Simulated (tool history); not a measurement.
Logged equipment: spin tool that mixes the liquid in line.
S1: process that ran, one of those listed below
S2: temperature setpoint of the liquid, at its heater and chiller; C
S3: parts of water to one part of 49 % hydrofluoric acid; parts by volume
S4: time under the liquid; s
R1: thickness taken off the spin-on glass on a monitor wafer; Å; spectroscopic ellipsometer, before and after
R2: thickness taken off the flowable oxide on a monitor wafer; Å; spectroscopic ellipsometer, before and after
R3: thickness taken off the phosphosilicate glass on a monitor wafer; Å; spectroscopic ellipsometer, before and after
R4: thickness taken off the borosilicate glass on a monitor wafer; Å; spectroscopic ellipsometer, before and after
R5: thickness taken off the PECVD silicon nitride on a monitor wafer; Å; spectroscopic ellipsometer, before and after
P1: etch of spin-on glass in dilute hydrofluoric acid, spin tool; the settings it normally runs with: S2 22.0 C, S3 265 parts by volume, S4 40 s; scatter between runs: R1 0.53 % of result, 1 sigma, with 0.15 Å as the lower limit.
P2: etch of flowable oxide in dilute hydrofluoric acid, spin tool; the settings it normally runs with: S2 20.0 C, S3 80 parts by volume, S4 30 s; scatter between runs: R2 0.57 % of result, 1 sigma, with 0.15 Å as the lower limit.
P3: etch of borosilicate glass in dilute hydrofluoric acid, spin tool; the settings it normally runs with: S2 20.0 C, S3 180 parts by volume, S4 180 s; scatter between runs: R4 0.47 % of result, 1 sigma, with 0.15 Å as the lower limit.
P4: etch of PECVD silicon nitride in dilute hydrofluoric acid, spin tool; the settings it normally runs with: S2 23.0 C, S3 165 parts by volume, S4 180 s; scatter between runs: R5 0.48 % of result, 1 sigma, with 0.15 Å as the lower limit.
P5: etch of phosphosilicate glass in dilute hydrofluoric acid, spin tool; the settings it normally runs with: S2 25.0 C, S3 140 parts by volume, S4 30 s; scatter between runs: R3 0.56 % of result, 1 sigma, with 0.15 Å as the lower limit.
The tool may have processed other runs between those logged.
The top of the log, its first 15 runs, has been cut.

run   hour  S1    S2   S3   S4      R1  R2      R3      R4       R5
 16  152.5  P1  22.0  265   60  77.954
 17  162.7  P1  22.0  380   40  32.691
 18  169.9  P4  30.5  165  180                               92.934
 19  178.6  P3  20.0  180  180                      206.92
 20  190.1  P4  23.0   75  180                              126.050
 21  202.8  P3  20.0  180  180                      207.54
 22  211.3  P4  23.0  165  295                               95.258
 23  219.5  P5  25.0  140   15              210.03
 24  230.3  P3  17.0  180  180                      182.63
 25  242.4  P1  22.0  265   40  52.376
 26  253.7  P5  25.0  235   30              227.24
 27  262.7  P1  29.5  265   20  33.917
 28  274.0  P1  22.0  265   40  51.878
 29  282.3  P5  20.0  140   30              343.01
 30  290.6  P1  29.0  350   40  46.281
 31  298.0  P1  22.0  265   40  52.110
 32  308.5  P4  23.0  165  180                               57.842
 33  321.3  P1  22.0  265   40  52.374
 34  333.3  P1  22.0  265   40  53.257
 35  343.7  P1  22.0  265   40  53.684

What does the tool deliver on the next run?
 36  351.2  P1  22.0  265  40   ?

Logged for run 36: R1 54.329 Å.

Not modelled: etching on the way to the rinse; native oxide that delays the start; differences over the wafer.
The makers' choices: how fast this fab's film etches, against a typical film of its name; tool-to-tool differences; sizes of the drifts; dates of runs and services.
